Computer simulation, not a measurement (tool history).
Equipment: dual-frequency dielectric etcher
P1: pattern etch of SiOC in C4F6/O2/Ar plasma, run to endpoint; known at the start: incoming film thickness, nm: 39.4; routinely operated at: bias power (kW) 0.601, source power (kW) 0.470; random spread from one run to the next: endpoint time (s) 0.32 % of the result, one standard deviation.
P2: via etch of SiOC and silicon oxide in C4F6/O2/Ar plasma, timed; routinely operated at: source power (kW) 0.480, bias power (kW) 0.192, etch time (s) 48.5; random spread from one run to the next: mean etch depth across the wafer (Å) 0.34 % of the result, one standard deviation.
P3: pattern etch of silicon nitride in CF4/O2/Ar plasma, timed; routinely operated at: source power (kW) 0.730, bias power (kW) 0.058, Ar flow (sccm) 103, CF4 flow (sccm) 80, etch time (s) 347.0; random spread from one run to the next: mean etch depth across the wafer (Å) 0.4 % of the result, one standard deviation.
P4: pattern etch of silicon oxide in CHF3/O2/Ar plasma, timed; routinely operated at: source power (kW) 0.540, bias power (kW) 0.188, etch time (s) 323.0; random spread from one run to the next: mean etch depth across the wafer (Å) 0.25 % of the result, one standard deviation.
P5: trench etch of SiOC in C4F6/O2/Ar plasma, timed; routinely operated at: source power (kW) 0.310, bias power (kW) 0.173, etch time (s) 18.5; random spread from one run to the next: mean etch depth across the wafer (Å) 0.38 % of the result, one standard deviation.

| run | hour | process that ran | bias power (kW) | source power (kW) | etch time (s) | Ar flow (sccm) | CF4 flow (sccm) | hours since the last wet clean | hours since the last bias power generator calibration | hours since the last source power generator calibration | endpoint time (s) | mean etch depth across the wafer (Å) |
|---|---|---|---|---|---|---|---|---|---|---|---|---|
| 1 | 7.2 | P1 | 0.601 | 0.470 |  |  |  | 303.3 | 2200.3 | 828.7 | 11.6220 |  |
| 2 | 14.0 | P1 | 0.601 | 0.470 |  |  |  | 310.1 | 2207.1 | 835.5 | 11.6080 |  |
| 3 | 18.4 | P4 | 0.245 | 0.540 | 323.0 |  |  | 314.5 | 2211.5 | 839.9 |  | 6839.30 |
| 4 | 23.1 | P5 | 0.173 | 0.310 | 18.5 |  |  | 319.2 | 2216.2 | 844.6 |  | 334.71 |
| 5 | 31.3 | P4 | 0.188 | 0.680 | 323.0 |  |  | 327.4 | 2224.4 | 852.8 |  | 6843.40 |
| 6 | 39.4 | P1 | 0.601 | 0.560 |  |  |  | 335.5 | 2232.5 | 860.9 | 10.8800 |  |
| 7 | 43.8 | P5 | 0.135 | 0.310 | 18.5 |  |  | 339.9 | 2236.9 | 865.3 |  | 310.69 |
| 8 | 48.5 | P4 | 0.188 | 0.540 | 323.0 |  |  | 344.6 | 2241.6 | 870.0 |  | 6234.10 |
| 9 | 56.9 | P3 | 0.058 | 0.730 | 347.0 | 103 | 55 | 353.0 | 2250.0 | 878.4 |  | 9007.80 |
| 10 | 65.6 | P2 | 0.138 | 0.480 | 48.5 |  |  | 361.7 | 2258.7 | 887.1 |  | 543.38 |
| 11 | 70.5 | P5 | 0.173 | 0.310 | 27.0 |  |  | 366.6 | 2263.6 | 892.0 |  | 490.54 |
| 12 | 74.6 | P1 | 0.823 | 0.600 |  |  |  | 370.7 | 2267.7 | 896.1 | 9.3418 |  |
| 13 | 79.9 | P1 | 0.411 | 0.470 |  |  |  | 376.0 | 2273.0 | 901.4 | 13.2990 |  |
| 14 | 83.8 | P1 | 0.725 | 0.470 |  |  |  | 379.9 | 2276.9 | 905.3 | 10.7600 |  |
| 15 | 89.8 | P5 | 0.173 | 0.310 | 18.5 |  |  | 385.9 | 2282.9 | 911.3 |  | 334.08 |
| 16 | 97.7 | P3 | 0.058 | 0.730 | 347.0 | 143 | 80 | 393.8 | 2290.8 | 919.2 |  | 9081.10 |
| 17 | 105.7 | P4 | 0.188 | 0.540 | 249.0 |  |  | 401.8 | 2298.8 | 927.2 |  | 4803.50 |
| 18 | 112.9 | P1 | 0.601 | 0.470 |  |  |  | 409.0 | 2306.0 | 934.4 | 11.5980 |  |
| 19 | 119.9 | P3 | 0.058 | 0.730 | 454.0 | 103 | 80 | 416.0 | 2313.0 | 941.4 |  | 12495.00 |
| 20 | 127.5 | P3 | 0.058 | 0.730 | 347.0 | 103 | 80 | 423.6 | 2320.6 | 949.0 |  | 9504.50 |
| 21 | 131.5 | P1 | 0.747 | 0.370 |  |  |  | 427.6 | 2324.6 | 953.0 | 11.5500 |  |
| 22 | 136.7 | P3 | 0.058 | 0.900 | 347.0 | 103 | 80 | 432.8 | 2329.8 | 958.2 |  | 11450.00 |
| 23 | 142.0 | P1 | 0.601 | 0.330 |  |  |  | 438.1 | 2335.1 | 963.5 | 13.2090 |  |
| 24 | 148.0 | P1 | 0.601 | 0.470 |  |  |  | 444.1 | 2341.1 | 969.5 | 11.5270 |  |
| 25 | 156.6 | P2 | 0.192 | 0.480 | 48.5 |  |  | 452.7 | 2349.7 | 978.1 |  | 600.02 |
| 26 | 163.8 | P5 | 0.173 | 0.410 | 18.5 |  |  | 459.9 | 2356.9 | 985.3 |  | 373.82 |
| 27 | 170.3 | P2 | 0.192 | 0.480 | 69.0 |  |  | 466.4 | 2363.4 | 991.8 |  | 853.31 |
| 28 | 175.3 | P1 | 0.601 | 0.470 |  |  |  | 471.4 | 2368.4 | 996.8 | 11.5860 |  |
| 29 | 179.9 | P1 | 0.601 | 0.470 |  |  |  | 476.0 | 2373.0 | 1001.4 | 11.5600 |  |
| 30 | 186.8 | P3 | 0.072 | 0.730 | 347.0 | 103 | 80 | 482.9 | 2379.9 | 1008.3 |  | 10307.00 |
| 31 | 191.0 | P2 | 0.192 | 0.570 | 48.5 |  |  | 487.1 | 2384.1 | 1012.5 |  | 643.39 |
| 32 | 197.4 | P1 | 0.601 | 0.470 |  |  |  | 493.5 | 2390.5 | 1018.9 | 11.5200 |  |
| 33 | 204.7 | P1 | 0.601 | 0.470 |  |  |  | 500.8 | 2397.8 | 1026.2 | 11.5050 |  |
| 34 | 211.0 | P1 | 0.601 | 0.470 |  |  |  | 507.1 | 2404.1 | 1032.5 | 11.4300 |  |
| 35 | 218.7 | P1 | 0.601 | 0.470 |  |  |  | 514.8 | 2411.8 | 1040.2 | 11.4410 |  |
| 36 | 224.8 | P1 | 0.601 | 0.470 |  |  |  | 520.9 | 2417.9 | 1046.3 | 11.4010 |  |
| 37 | 229.9 | P1 | 0.601 | 0.470 |  |  |  | 526.0 | 2423.0 | 1051.4 | 11.4100 |  |
| 38 | 235.9 | P1 | 0.601 | 0.470 |  |  |  | 532.0 | 2429.0 | 1057.4 | 11.4630 |  |
|  | 239.6 | wet clean of the chamber |
| 39 | 244.3 | P1 | 0.601 | 0.470 |  |  |  | 4.7 | 2437.4 | 1065.8 | 11.3770 |  |
| 40 | 252.6 | P1 | 0.601 | 0.470 |  |  |  | 13.0 | 2445.7 | 1074.1 | 11.4440 |  |
| 41 | 258.7 | P1 | 0.601 | 0.470 |  |  |  | 19.1 | 2451.8 | 1080.2 | 11.3640 |  |
| 42 | 265.3 | P1 | 0.601 | 0.470 |  |  |  | 25.7 | 2458.4 | 1086.8 | 11.3750 |  |

P1 has crept away from where it was. The log is fitted equally well by each of these 2 causes, at the sizes shown:
A: source power that arrives over what is set, % = 4.43
B: bias power that arrives over what is set, % = 4.26
Creep in the process output first set in at about hour 197.4.
Why every other cause is out:
chamber walls in a state that raises the etch rate, %: serviced at hour 239.6, which brought nothing back

Below are 4 check runs, each averaged over 2 wafers, with their results shown as question marks. Which of them would give clearly different results depending on which cause is behind the drift?
| check 1 | 271.9 | P2 | 0.157 | 0.480 | 48.5 |  |  |  |  |  |  | ? |
| check 2 | 271.9 | P3 | 0.058 | 0.730 | 347.0 | 120 | 80 |  |  |  |  | ? |
| check 3 | 271.9 | P4 | 0.188 | 0.640 | 323.0 |  |  |  |  |  |  | ? |
| check 4 | 271.9 | P5 | 0.173 | 0.360 | 26.5 |  |  |  |  |  |  | ? |

What each check would give under each cause:
| check | result | if A | if B |
|---|---|---|---|
| check 1 | mean etch depth across the wafer (Å) | 574.32 | 571.98 |
| check 2 | mean etch depth across the wafer (Å) | 9648.80 | 9449.40 |
| check 3 | mean etch depth across the wafer (Å) | 6777.40 | 6761.00 |
| check 4 | mean etch depth across the wafer (Å) | 517.30 | 515.43 |
Per-check spread between the two closest causes, in the result where they differ most: check 1 0.41 %; check 2 2.09 %; check 3 0.24 %; check 4 0.36 %
Only check 2 tells the causes apart: in the others they would give nearly the same result.

Running check 2 produced the following: mean etch depth across the wafer (Å) 9660.60. Which one of the listed causes fits?

It is A: source power that arrives over what is set, %.

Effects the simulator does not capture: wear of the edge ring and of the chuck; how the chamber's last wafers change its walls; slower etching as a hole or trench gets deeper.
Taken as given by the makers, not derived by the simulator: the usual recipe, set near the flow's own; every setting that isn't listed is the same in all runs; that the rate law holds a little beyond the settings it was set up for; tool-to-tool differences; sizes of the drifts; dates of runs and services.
